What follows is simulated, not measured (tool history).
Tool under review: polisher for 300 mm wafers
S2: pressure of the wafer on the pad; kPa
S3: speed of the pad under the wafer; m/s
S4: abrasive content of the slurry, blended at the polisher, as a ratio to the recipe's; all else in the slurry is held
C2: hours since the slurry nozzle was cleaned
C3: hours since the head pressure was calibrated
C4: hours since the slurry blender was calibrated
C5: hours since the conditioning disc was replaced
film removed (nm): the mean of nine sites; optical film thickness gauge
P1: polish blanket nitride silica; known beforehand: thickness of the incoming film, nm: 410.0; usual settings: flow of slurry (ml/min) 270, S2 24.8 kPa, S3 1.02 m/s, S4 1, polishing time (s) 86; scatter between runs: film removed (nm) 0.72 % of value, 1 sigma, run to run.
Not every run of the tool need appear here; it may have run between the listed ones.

Run 1, hour 3.5: flow of slurry (ml/min) 270, S2 24.8 kPa, S3 1.02 m/s, S4 1, polishing time (s) 86; wafers polished on this pad 804; C2 168.3; C3 402.4; C4 55.6; C5 55.2. Result: film removed (nm) 47.7.
Run 2, hour 8.2: flow of slurry (ml/min) 160, S2 24.8 kPa, S3 1.02 m/s, S4 1, polishing time (s) 86; wafers polished on this pad 840; C2 173; C3 407.1; C4 60.3; C5 59.9. Result: film removed (nm) 44.537.
Run 3, hour 13.7: flow of slurry (ml/min) 270, S2 24.8 kPa, S3 1.02 m/s, S4 1, polishing time (s) 39; wafers polished on this pad 881; C2 178.5; C3 412.6; C4 65.8; C5 65.4. Result: film removed (nm) 21.431.
Run 4, hour 17: flow of slurry (ml/min) 270, S2 24.8 kPa, S3 1.02 m/s, S4 1, polishing time (s) 86; wafers polished on this pad 907; C2 181.8; C3 415.9; C4 69.1; C5 68.7. Result: film removed (nm) 47.873.
Run 5, hour 20.9: flow of slurry (ml/min) 270, S2 24.8 kPa, S3 1.02 m/s, S4 1, polishing time (s) 86; wafers polished on this pad 936; C2 185.7; C3 419.8; C4 73; C5 72.6. Result: film removed (nm) 47.919.
Run 6, hour 27.7: flow of slurry (ml/min) 270, S2 24.8 kPa, S3 1.02 m/s, S4 0.55, polishing time (s) 86; wafers polished on this pad 988; C2 192.5; C3 426.6; C4 79.8; C5 79.4. Result: film removed (nm) 34.358.
Run 7, hour 32.1: flow of slurry (ml/min) 270, S2 24.8 kPa, S3 1.58 m/s, S4 1, polishing time (s) 86; wafers polished on this pad 1021; C2 196.9; C3 431; C4 84.2; C5 83.8. Result: film removed (nm) 67.696.
Run 8, hour 36.2: flow of slurry (ml/min) 270, S2 24.8 kPa, S3 0.7 m/s, S4 1, polishing time (s) 42; wafers polished on this pad 1052; C2 201; C3 435.1; C4 88.3; C5 87.9. Result: film removed (nm) 17.21.
Run 9, hour 40.1: flow of slurry (ml/min) 270, S2 24.8 kPa, S3 1.02 m/s, S4 1, polishing time (s) 86; wafers polished on this pad 1082; C2 204.9; C3 439; C4 92.2; C5 91.8. Result: film removed (nm) 47.595.
Run 10, hour 44.6: flow of slurry (ml/min) 270, S2 11 kPa, S3 1.02 m/s, S4 1, polishing time (s) 86; wafers polished on this pad 1116; C2 209.4; C3 443.5; C4 96.7; C5 96.3. Result: film removed (nm) 20.979.
At hour 44.7: head pressure recalibrated.
Run 11, hour 48.9: flow of slurry (ml/min) 270, S2 24.8 kPa, S3 1.02 m/s, S4 1.35, polishing time (s) 86; wafers polished on this pad 1149; C2 213.7; C3 4.3; C4 101; C5 100.6. Result: film removed (nm) 53.163.
Run 12, hour 54: flow of slurry (ml/min) 270, S2 24.8 kPa, S3 1.02 m/s, S4 1, polishing time (s) 86; wafers polished on this pad 1187; C2 218.8; C3 9.4; C4 106.1; C5 105.7. Result: film removed (nm) 46.924.
At hour 57.3: slurry blender recalibrated.
Run 13, hour 58.6: flow of slurry (ml/min) 270, S2 24.8 kPa, S3 1.02 m/s, S4 1, polishing time (s) 86; wafers polished on this pad 1222; C2 223.4; C3 14; C4 1.4; C5 110.3. Result: film removed (nm) 47.226.
Run 14, hour 63.9: flow of slurry (ml/min) 420, S2 24.8 kPa, S3 1.02 m/s, S4 1, polishing time (s) 86; wafers polished on this pad 1262; C2 228.7; C3 19.3; C4 6.7; C5 115.6. Result: film removed (nm) 49.756.
Run 15, hour 69.4: flow of slurry (ml/min) 270, S2 24.8 kPa, S3 1.02 m/s, S4 1, polishing time (s) 131; wafers polished on this pad 1304; C2 234.2; C3 24.8; C4 12.2; C5 121.1. Result: film removed (nm) 71.845.
Run 16, hour 75.1: flow of slurry (ml/min) 270, S2 24.8 kPa, S3 1.02 m/s, S4 1, polishing time (s) 86; wafers polished on this pad 1347; C2 239.9; C3 30.5; C4 17.9; C5 126.8. Result: film removed (nm) 47.31.
Run 17, hour 81.1: flow of slurry (ml/min) 270, S2 24.8 kPa, S3 0.64 m/s, S4 1, polishing time (s) 86; wafers polished on this pad 1393; C2 245.9; C3 36.5; C4 23.9; C5 132.8. Result: film removed (nm) 32.461.
Run 18, hour 84.6: flow of slurry (ml/min) 270, S2 38.6 kPa, S3 1.02 m/s, S4 1, polishing time (s) 86; wafers polished on this pad 1420; C2 249.4; C3 40; C4 27.4; C5 136.3. Result: film removed (nm) 73.046.

Forecast run 19:
Run 19, hour 89.8: flow of slurry (ml/min) 270, S2 24.8 kPa, S3 1.02 m/s, S4 1, polishing time (s) 86; wafers polished on this pad 1459; C2 254.6; C3 45.2; C4 32.6; C5 141.5. Result: film removed (nm) ?.

film removed (nm): 46.956
